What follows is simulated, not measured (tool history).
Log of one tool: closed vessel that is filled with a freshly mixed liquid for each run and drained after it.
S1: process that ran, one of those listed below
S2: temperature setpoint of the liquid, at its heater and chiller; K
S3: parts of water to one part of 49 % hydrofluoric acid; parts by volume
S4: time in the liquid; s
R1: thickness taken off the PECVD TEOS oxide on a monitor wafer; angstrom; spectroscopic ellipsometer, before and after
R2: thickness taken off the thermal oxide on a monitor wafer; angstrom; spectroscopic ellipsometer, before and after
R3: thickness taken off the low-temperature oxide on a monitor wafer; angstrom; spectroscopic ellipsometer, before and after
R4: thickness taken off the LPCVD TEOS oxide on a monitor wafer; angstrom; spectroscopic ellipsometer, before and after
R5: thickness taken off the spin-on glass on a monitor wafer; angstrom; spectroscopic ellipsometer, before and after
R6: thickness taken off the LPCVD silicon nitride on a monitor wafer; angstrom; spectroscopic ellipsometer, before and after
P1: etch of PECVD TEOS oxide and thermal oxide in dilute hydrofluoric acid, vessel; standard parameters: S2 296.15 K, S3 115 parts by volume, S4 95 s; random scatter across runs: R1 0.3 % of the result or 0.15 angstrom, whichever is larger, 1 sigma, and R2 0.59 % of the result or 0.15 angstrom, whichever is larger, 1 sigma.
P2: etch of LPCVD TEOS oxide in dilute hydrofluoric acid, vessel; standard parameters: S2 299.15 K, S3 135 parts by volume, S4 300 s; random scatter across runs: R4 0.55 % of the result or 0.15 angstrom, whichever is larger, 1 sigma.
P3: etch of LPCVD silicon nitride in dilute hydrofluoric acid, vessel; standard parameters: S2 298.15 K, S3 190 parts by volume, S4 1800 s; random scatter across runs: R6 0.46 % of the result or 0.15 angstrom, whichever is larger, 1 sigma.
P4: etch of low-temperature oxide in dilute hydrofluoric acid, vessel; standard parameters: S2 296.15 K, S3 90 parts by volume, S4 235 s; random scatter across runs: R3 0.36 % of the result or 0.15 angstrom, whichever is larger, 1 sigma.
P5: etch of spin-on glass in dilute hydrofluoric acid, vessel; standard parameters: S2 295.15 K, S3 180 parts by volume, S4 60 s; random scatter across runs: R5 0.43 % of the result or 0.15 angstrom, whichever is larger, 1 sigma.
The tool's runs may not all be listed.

run  hour  S1      S2   S3    S4       R1       R2      R3      R4       R5       R6
  1   3.5  P1  296.15  115    95  115.890   37.791
  2   8.2  P4  296.15  145   235                    243.26
  3  10.9  P2  299.15  135   300                            456.16
  4  13.5  P5  295.15  290    60                                     62.113
  5  16.5  P4  296.15   90    80                    140.86
  6  20.3  P3  293.15  190  1800                                              40.209
  7  25.0  P3  298.15  190  3385                                             104.390
  8  29.3  P1  296.15  115    95  116.460   37.181
  9  33.5  P1  303.15  115   160  257.430   83.164
 10  36.4  P1  296.15  115    95  116.310   37.517
 11  39.5  P1  296.15  115   160  196.690   64.129
 12  42.8  P2  299.15  135   300                            454.93
 13  45.3  P2  291.15  135   300                            328.47
 14  50.0  P1  304.15  175    95   95.439   31.053
 15  52.7  P1  303.15  115    95  153.010   49.483
 16  57.4  P1  296.15   20    95  749.940  243.920
 17  62.0  P4  296.15   90   235                    416.73
 18  64.7  P3  298.15   35  1800                                             293.580
 19  66.9  P1  296.15  115    30   36.885   11.785
 20  70.4  P3  298.15  190  1800                                              54.981
 21  74.2  P5  295.15  180   110                                    205.950
 22  79.1  P1  296.15  185    95   66.978   21.934
     79.8  -- thermometer replaced
 23  83.9  P1  290.65  115    55   54.212   17.637
 24  86.5  P5  295.15  180    60                                    112.360
 25  89.3  P4  296.15   90   235                    415.97
 26  91.5  P2  299.15  135   490                            746.35

Run 27 is up next; what results do you expect?
 27  94.2  P1  296.15  115  95   ?   ?

Run 27 yielded R1 116.500 angstrom, R2 37.852 angstrom.
